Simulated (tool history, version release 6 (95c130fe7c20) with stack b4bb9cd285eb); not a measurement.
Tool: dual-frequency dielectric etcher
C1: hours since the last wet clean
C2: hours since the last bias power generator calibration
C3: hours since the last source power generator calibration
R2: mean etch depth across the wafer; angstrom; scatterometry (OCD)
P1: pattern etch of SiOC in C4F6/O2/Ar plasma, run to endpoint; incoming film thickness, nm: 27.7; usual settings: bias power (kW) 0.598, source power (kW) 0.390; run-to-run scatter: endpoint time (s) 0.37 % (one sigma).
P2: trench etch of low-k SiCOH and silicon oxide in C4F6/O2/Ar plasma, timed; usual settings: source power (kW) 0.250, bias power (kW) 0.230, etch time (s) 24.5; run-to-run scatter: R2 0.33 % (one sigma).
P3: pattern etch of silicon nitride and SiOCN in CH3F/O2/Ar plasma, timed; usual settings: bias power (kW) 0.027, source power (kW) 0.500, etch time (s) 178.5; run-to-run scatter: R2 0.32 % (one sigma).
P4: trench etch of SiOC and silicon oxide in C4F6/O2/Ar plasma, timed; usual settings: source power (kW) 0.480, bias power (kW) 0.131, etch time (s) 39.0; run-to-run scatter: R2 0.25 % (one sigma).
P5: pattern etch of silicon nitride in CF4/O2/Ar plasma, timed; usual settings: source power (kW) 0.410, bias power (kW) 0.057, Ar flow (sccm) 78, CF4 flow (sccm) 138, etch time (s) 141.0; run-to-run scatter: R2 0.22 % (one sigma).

Run 1, hour 5.3: process that ran P1, bias power (kW) 0.598, source power (kW) 0.390; C1 231.6; C2 2040.6; C3 415.3. Result: endpoint time (s) 8.6399.
Run 2, hour 11.5: process that ran P3, bias power (kW) 0.027, source power (kW) 0.500, etch time (s) 247.0; C1 237.8; C2 2046.8; C3 421.5. Result: R2 396.14 angstrom.
Run 3, hour 19.4: process that ran P1, bias power (kW) 0.419, source power (kW) 0.500; C1 245.7; C2 2054.7; C3 429.4. Result: endpoint time (s) 8.9788.
Run 4, hour 24.9: process that ran P5, bias power (kW) 0.057, source power (kW) 0.410, etch time (s) 141.0, Ar flow (sccm) 78, CF4 flow (sccm) 138; C1 251.2; C2 2060.2; C3 434.9. Result: R2 2420.80 angstrom.
Run 5, hour 30.2: process that ran P1, bias power (kW) 0.409, source power (kW) 0.390; C1 256.5; C2 2065.5; C3 440.2. Result: endpoint time (s) 10.0340.
Run 6, hour 40.3: process that ran P1, bias power (kW) 0.598, source power (kW) 0.390; C1 266.6; C2 2075.6; C3 450.3. Result: endpoint time (s) 8.6405.
Run 7, hour 47.4: process that ran P2, bias power (kW) 0.230, source power (kW) 0.250, etch time (s) 24.5; C1 273.7; C2 2082.7; C3 457.4. Result: R2 673.83 angstrom.
Run 8, hour 53.2: process that ran P1, bias power (kW) 0.598, source power (kW) 0.390; C1 279.5; C2 2088.5; C3 463.2. Result: endpoint time (s) 8.6853.
Run 9, hour 60.6: process that ran P4, bias power (kW) 0.131, source power (kW) 0.480, etch time (s) 39.0; C1 286.9; C2 2095.9; C3 470.6. Result: R2 737.86 angstrom.
Run 10, hour 66.3: process that ran P1, bias power (kW) 0.598, source power (kW) 0.390; C1 292.6; C2 2101.6; C3 476.3. Result: endpoint time (s) 8.6526.
Run 11, hour 74.8: process that ran P2, bias power (kW) 0.134, source power (kW) 0.250, etch time (s) 24.5; C1 301.1; C2 2110.1; C3 484.8. Result: R2 566.41 angstrom.
Run 12, hour 84.6: process that ran P5, bias power (kW) 0.057, source power (kW) 0.410, etch time (s) 141.0, Ar flow (sccm) 78, CF4 flow (sccm) 110; C1 310.9; C2 2119.9; C3 494.6. Result: R2 2368.20 angstrom.
Run 13, hour 91.7: process that ran P2, bias power (kW) 0.230, source power (kW) 0.250, etch time (s) 32.0; C1 318.0; C2 2127.0; C3 501.7. Result: R2 882.47 angstrom.
Run 14, hour 98.6: process that ran P1, bias power (kW) 0.598, source power (kW) 0.390; C1 324.9; C2 2133.9; C3 508.6. Result: endpoint time (s) 8.6577.
Run 15, hour 103.6: process that ran P4, bias power (kW) 0.131, source power (kW) 0.330, etch time (s) 39.0; C1 329.9; C2 2138.9; C3 513.6. Result: R2 632.93 angstrom.
Run 16, hour 111.6: process that ran P1, bias power (kW) 0.598, source power (kW) 0.390; C1 337.9; C2 2146.9; C3 521.6. Result: endpoint time (s) 8.7374.
Run 17, hour 120.9: process that ran P1, bias power (kW) 0.708, source power (kW) 0.390; C1 347.2; C2 2156.2; C3 530.9. Result: endpoint time (s) 8.1869.
Run 18, hour 128.1: process that ran P3, bias power (kW) 0.019, source power (kW) 0.500, etch time (s) 178.5; C1 354.4; C2 2163.4; C3 538.1. Result: R2 244.62 angstrom.
Run 19, hour 138.0: process that ran P5, bias power (kW) 0.057, source power (kW) 0.410, etch time (s) 141.0, Ar flow (sccm) 55, CF4 flow (sccm) 138; C1 364.3; C2 2173.3; C3 548.0. Result: R2 2503.90 angstrom.
Run 20, hour 143.7: process that ran P1, bias power (kW) 0.598, source power (kW) 0.390; C1 370.0; C2 2179.0; C3 553.7. Result: endpoint time (s) 8.6425.
Run 21, hour 154.5: process that ran P1, bias power (kW) 0.462, source power (kW) 0.450; C1 380.8; C2 2189.8; C3 564.5. Result: endpoint time (s) 9.1095.
Run 22, hour 166.2: process that ran P4, bias power (kW) 0.156, source power (kW) 0.480, etch time (s) 39.0; C1 392.5; C2 2201.5; C3 576.2. Result: R2 773.93 angstrom.
Run 23, hour 173.5: process that ran P5, bias power (kW) 0.036, source power (kW) 0.410, etch time (s) 141.0, Ar flow (sccm) 78, CF4 flow (sccm) 138; C1 399.8; C2 2208.8; C3 583.5. Result: R2 2063.50 angstrom.

Run 24 comes next. What will it give?
Run 24, hour 184.2: process that ran P3, bias power (kW) 0.027, source power (kW) 0.660, etch time (s) 178.5; C1 410.5; C2 2219.5; C3 594.2. Result: R2 ?.

R2: 314.87 angstrom
